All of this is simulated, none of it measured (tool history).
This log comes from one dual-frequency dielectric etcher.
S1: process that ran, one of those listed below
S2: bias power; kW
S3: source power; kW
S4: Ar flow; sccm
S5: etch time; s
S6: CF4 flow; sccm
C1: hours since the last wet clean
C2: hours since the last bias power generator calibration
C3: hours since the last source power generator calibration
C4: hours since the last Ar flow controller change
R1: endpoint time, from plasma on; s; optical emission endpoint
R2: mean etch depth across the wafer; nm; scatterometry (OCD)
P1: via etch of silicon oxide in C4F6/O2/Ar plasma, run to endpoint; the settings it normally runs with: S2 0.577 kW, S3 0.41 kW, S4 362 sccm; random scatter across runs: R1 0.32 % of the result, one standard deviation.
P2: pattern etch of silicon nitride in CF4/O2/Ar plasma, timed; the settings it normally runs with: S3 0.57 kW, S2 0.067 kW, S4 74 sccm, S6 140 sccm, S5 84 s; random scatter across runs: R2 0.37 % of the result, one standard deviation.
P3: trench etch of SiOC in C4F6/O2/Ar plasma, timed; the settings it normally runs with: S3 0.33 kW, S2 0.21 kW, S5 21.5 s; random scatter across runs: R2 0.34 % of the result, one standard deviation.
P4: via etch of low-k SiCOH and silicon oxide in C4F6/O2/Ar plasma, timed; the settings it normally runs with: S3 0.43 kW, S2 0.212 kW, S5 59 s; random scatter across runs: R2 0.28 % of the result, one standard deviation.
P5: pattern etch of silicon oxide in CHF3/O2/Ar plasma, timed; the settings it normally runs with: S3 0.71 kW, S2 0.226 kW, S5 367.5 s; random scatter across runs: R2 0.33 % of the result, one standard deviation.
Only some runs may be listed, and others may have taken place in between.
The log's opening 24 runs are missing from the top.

run 25 day=6.617 | S1=P1 S2=0.387 S3=0.41 S4=362 | C1=452.9 C2=2157.6 C3=918.7 C4=4433.8 | R1=42.116
run 26 day=6.912 | S1=P5 S2=0.226 S3=0.71 S5=529.5 | C1=460 C2=2164.7 C3=925.8 C4=4440.9 | R2=1205.7
run 27 day=7.275 | S1=P5 S2=0.226 S3=0.71 S5=367.5 | C1=468.7 C2=2173.4 C3=934.5 C4=4449.6 | R2=834.32
run 28 day=7.483 | S1=P1 S2=0.577 S3=0.41 S4=362 | C1=473.7 C2=2178.4 C3=939.5 C4=4454.6 | R1=36.085
run 29 day=7.804 | S1=P1 S2=0.577 S3=0.52 S4=255 | C1=481.4 C2=2186.1 C3=947.2 C4=4462.3 | R1=31.826
run 30 day=7.996 | S1=P4 S2=0.212 S3=0.43 S5=59 | C1=486 C2=2190.7 C3=951.8 C4=4466.9 | R2=179.75
run 31 day=8.292 | S1=P2 S2=0.067 S3=0.57 S4=74 S5=84 S6=140 | C1=493.1 C2=2197.8 C3=958.9 C4=4474 | R2=215.36
run 32 day=8.679 | S1=P3 S2=0.21 S3=0.33 S5=21.5 | C1=502.4 C2=2207.1 C3=968.2 C4=4483.3 | R2=43.656
run 33 day=9.042 | S1=P2 S2=0.067 S3=0.57 S4=50 S5=84 S6=140 | C1=511.1 C2=2215.8 C3=976.9 C4=4492 | R2=221.53
run 34 day=9.321 | S1=P2 S2=0.067 S3=0.36 S4=74 S5=84 S6=140 | C1=517.8 C2=2222.5 C3=983.6 C4=4498.7 | R2=143.64
run 35 day=9.612 | S1=P1 S2=0.577 S3=0.41 S4=362 | C1=524.8 C2=2229.5 C3=990.6 C4=4505.7 | R1=36.122
run 36 day=9.904 | S1=P1 S2=0.577 S3=0.41 S4=362 | C1=531.8 C2=2236.5 C3=997.6 C4=4512.7 | R1=35.772
run 37 day=10.112 | S1=P1 S2=0.577 S3=0.41 S4=362 | C1=536.8 C2=2241.5 C3=1002.6 C4=4517.7 | R1=35.743
run 38 day=10.312 | S1=P1 S2=0.577 S3=0.41 S4=362 | C1=541.6 C2=2246.3 C3=1007.4 C4=4522.5 | R1=35.566
-- day=10.496 Ar flow controller replaced
run 39 day=10.508 | S1=P1 S2=0.577 S3=0.41 S4=362 | C1=546.3 C2=2251 C3=1012.1 C4=0.4 | R1=35.629
-- day=10.633 wet clean of the chamber
run 40 day=10.867 | S1=P1 S2=0.577 S3=0.41 S4=362 | C1=5.7 C2=2259.6 C3=1020.7 C4=9 | R1=35.786

Run 41 comes next. What will it give?
run 41 day=11.233 | S1=P1 S2=0.577 S3=0.41 S4=362 | C1=14.5 C2=2268.4 C3=1029.5 C4=17.8 | R1=?

{"run 41": {"R1": 35.737}}

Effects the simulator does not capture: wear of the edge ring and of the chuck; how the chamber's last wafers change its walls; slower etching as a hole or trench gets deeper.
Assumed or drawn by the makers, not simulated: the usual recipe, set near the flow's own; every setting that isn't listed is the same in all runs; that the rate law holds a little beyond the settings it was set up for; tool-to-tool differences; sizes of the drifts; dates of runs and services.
